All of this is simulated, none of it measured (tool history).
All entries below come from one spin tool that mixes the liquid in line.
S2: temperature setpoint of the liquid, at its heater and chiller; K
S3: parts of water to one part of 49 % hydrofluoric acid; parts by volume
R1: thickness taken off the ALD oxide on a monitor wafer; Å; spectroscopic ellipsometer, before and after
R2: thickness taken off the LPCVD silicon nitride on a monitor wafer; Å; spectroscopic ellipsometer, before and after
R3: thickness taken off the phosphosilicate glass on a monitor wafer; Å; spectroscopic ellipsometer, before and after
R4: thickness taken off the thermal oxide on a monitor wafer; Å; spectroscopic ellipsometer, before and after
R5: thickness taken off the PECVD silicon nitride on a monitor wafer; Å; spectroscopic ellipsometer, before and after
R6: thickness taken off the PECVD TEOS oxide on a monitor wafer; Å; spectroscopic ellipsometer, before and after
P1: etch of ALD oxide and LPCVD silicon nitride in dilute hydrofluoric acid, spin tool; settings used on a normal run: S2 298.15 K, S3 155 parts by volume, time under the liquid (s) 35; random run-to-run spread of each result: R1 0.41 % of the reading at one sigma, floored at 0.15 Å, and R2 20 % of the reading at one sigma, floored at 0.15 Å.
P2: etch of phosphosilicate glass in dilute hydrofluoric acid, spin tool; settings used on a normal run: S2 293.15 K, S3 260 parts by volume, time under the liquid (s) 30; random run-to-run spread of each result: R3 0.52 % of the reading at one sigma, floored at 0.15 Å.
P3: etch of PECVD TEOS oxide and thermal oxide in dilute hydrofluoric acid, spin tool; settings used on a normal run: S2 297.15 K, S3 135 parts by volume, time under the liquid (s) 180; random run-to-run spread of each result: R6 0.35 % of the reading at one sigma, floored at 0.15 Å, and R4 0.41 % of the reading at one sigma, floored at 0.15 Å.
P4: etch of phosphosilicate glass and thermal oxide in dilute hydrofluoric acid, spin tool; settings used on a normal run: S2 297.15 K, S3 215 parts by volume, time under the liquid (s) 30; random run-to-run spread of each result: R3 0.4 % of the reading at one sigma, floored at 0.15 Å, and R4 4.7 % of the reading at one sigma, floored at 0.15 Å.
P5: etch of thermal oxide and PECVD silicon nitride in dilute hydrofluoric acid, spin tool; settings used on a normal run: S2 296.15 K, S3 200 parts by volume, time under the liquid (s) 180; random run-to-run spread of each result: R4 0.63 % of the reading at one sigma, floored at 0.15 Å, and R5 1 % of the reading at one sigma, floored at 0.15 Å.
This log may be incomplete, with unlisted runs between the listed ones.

Run 1, hour 5.4: process that ran P1, S2 298.15 K, S3 155 parts by volume, time under the liquid (s) 35. Result: R1 64.865 Å, R2 1.1973 Å.
Run 2, hour 8: process that ran P4, S2 297.15 K, S3 215 parts by volume, time under the liquid (s) 60. Result: R3 270.93 Å, R4 11.381 Å.
Run 3, hour 12.2: process that ran P2, S2 293.15 K, S3 260 parts by volume, time under the liquid (s) 30. Result: R3 165.45 Å.
Run 4, hour 16.7: process that ran P1, S2 298.15 K, S3 155 parts by volume, time under the liquid (s) 35. Result: R1 64.297 Å, R2 0.75862 Å.
Run 5, hour 19.8: process that ran P1, S2 298.15 K, S3 155 parts by volume, time under the liquid (s) 35. Result: R1 64.8 Å, R2 0.96177 Å.
Run 6, hour 25.1: process that ran P1, S2 298.15 K, S3 155 parts by volume, time under the liquid (s) 15. Result: R1 27.512 Å, R2 0.22714 Å.
Run 7, hour 30.5: process that ran P5, S2 296.15 K, S3 200 parts by volume, time under the liquid (s) 180. Result: R4 34.325 Å, R5 24.176 Å.
Run 8, hour 35.5: process that ran P3, S2 297.15 K, S3 135 parts by volume, time under the liquid (s) 50. Result: R4 16.315 Å, R6 49.414 Å.
Run 9, hour 39.5: process that ran P1, S2 298.15 K, S3 155 parts by volume, time under the liquid (s) 35. Result: R1 64.625 Å, R2 0.75125 Å.
Run 10, hour 41.9: process that ran P5, S2 296.15 K, S3 200 parts by volume, time under the liquid (s) 180. Result: R4 34.938 Å, R5 24.419 Å.
Run 11, hour 45.2: process that ran P2, S2 293.15 K, S3 440 parts by volume, time under the liquid (s) 30. Result: R3 83.378 Å.
Run 12, hour 48.2: process that ran P1, S2 292.15 K, S3 155 parts by volume, time under the liquid (s) 35. Result: R1 51.176 Å, R2 0.87924 Å.
Run 13, hour 52.2: process that ran P1, S2 298.15 K, S3 25 parts by volume, time under the liquid (s) 35. Result: R1 477.08 Å, R2 5.348 Å.
Run 14, hour 56.7: process that ran P2, S2 293.15 K, S3 260 parts by volume, time under the liquid (s) 30. Result: R3 164.5 Å.
Run 15, hour 60.7: process that ran P2, S2 293.15 K, S3 260 parts by volume, time under the liquid (s) 50. Result: R3 276.37 Å.
Run 16, hour 64.1: process that ran P5, S2 304.65 K, S3 200 parts by volume, time under the liquid (s) 180. Result: R4 46.857 Å, R5 40.218 Å.
Run 17, hour 68: process that ran P4, S2 297.15 K, S3 215 parts by volume, time under the liquid (s) 30. Result: R3 135.58 Å, R4 5.9773 Å.
Run 18, hour 72.7: process that ran P1, S2 298.15 K, S3 275 parts by volume, time under the liquid (s) 35. Result: R1 31.999 Å, R2 0.52868 Å.
Run 19, hour 75.3: process that ran P3, S2 304.15 K, S3 135 parts by volume, time under the liquid (s) 180. Result: R4 76.967 Å, R6 230.75 Å.
Run 20, hour 78.4: process that ran P1, S2 298.15 K, S3 155 parts by volume, time under the liquid (s) 35. Result: R1 64.616 Å, R2 0.6316 Å.
Run 21, hour 82.9: process that ran P2, S2 290.15 K, S3 260 parts by volume, time under the liquid (s) 30. Result: R3 147.54 Å.
Run 22, hour 87.1: process that ran P1, S2 305.65 K, S3 155 parts by volume, time under the liquid (s) 35. Result: R1 85.096 Å, R2 1.984 Å.
Run 23, hour 89.7: process that ran P3, S2 297.15 K, S3 135 parts by volume, time under the liquid (s) 180. Result: R4 59.432 Å, R6 177.77 Å.
Run 24, hour 94.7: process that ran P5, S2 296.15 K, S3 200 parts by volume, time under the liquid (s) 300. Result: R4 57.43 Å, R5 40.239 Å.
Run 25, hour 98.8: process that ran P4, S2 293.15 K, S3 215 parts by volume, time under the liquid (s) 30. Result: R3 116.96 Å, R4 4.8067 Å.
Run 26, hour 102.3: process that ran P1, S2 298.15 K, S3 155 parts by volume, time under the liquid (s) 35. Result: R1 65.032 Å, R2 1.4141 Å.
Run 27, hour 107.4: process that ran P5, S2 296.15 K, S3 115 parts by volume, time under the liquid (s) 180. Result: R4 66.029 Å, R5 41.283 Å.
Run 28, hour 111.1: process that ran P1, S2 298.15 K, S3 55 parts by volume, time under the liquid (s) 15. Result: R1 88.504 Å, R2 1.2931 Å.
Run 29, hour 114.3: process that ran P1, S2 298.15 K, S3 155 parts by volume, time under the liquid (s) 60. Result: R1 110.89 Å, R2 2.3014 Å.
Run 30, hour 119.4: process that ran P4, S2 297.15 K, S3 100 parts by volume, time under the liquid (s) 30. Result: R3 333.3 Å, R4 15.196 Å.
Run 31, hour 122.8: process that ran P3, S2 297.15 K, S3 135 parts by volume, time under the liquid (s) 180. Result: R4 59.879 Å, R6 177.17 Å.
Run 32, hour 127: process that ran P3, S2 297.15 K, S3 230 parts by volume, time under the liquid (s) 180. Result: R4 31.481 Å, R6 93.407 Å.
Run 33, hour 130.8: process that ran P1, S2 298.15 K, S3 155 parts by volume, time under the liquid (s) 35. Result: R1 64.515 Å, R2 0.77218 Å.
Run 34, hour 135.3: process that ran P1, S2 298.15 K, S3 155 parts by volume, time under the liquid (s) 35. Result: R1 66.907 Å, R2 1.5288 Å.
Run 35, hour 140.7: process that ran P1, S2 298.15 K, S3 155 parts by volume, time under the liquid (s) 35. Result: R1 68.177 Å, R2 0.9184 Å.
Run 36, hour 144.7: process that ran P1, S2 298.15 K, S3 155 parts by volume, time under the liquid (s) 35. Result: R1 69.018 Å, R2 1.2435 Å.
Run 37, hour 147.4: process that ran P1, S2 298.15 K, S3 155 parts by volume, time under the liquid (s) 35. Result: R1 69.066 Å, R2 0.9431 Å.
Run 38, hour 151.5: process that ran P1, S2 298.15 K, S3 155 parts by volume, time under the liquid (s) 35. Result: R1 69.213 Å, R2 1.3433 Å.
Run 39, hour 154.2: process that ran P1, S2 298.15 K, S3 155 parts by volume, time under the liquid (s) 35. Result: R1 68.707 Å, R2 1.4004 Å.

The output of P1 has drifted from where it used to be. Each of the 2 causes below, taken at the size shown beside it, accounts for the log equally well:
A: hydrofluoric acid flow above the setpoint (%) = 5.44
B: liquid hotter than its thermometer reads (K) = 1.67
The process output started creeping at around hour 130.8.

Each of the check runs listed below is run on 3 wafers and reports their average, with the results left as question marks. Pick the one under which the possible causes would lead to clearly different results.
Run check 1, hour 156.9: process that ran P2, S2 290.15 K, S3 260 parts by volume, time under the liquid (s) 30. Result: R3 ?.
Run check 2, hour 156.9: process that ran P4, S2 297.15 K, S3 140 parts by volume, time under the liquid (s) 30. Result: R3 ?, R4 ?.
Run check 3, hour 156.9: process that ran P5, S2 300.15 K, S3 200 parts by volume, time under the liquid (s) 180. Result: R4 ?, R5 ?.
Run check 4, hour 156.9: process that ran P3, S2 300.65 K, S3 135 parts by volume, time under the liquid (s) 95. Result: R4 ?, R6 ?.

Check results expected under each cause:
  check  result    if A    if B
check 1      R3  156.69  156.58
check 2      R3  240.64  241.22
check 2      R4  10.285  10.309
check 3      R4  42.743  42.497
check 3      R5  32.541  34.165
check 4      R4  38.141  38.139
check 4      R6  113.69  113.68
How far apart the two closest causes lie, in the result that separates them most: check 1 0.07 %; check 2 0.24 %; check 3 4.87 %; check 4 0.01 %
Check 3 is the one run that separates the causes; every other check would come out nearly the same whichever cause is at work.

Check 3 was then run and gave: R4 42.51 Å; R5 34.28 Å. Which cause is it?

It was cause B: liquid hotter than its thermometer reads (K).
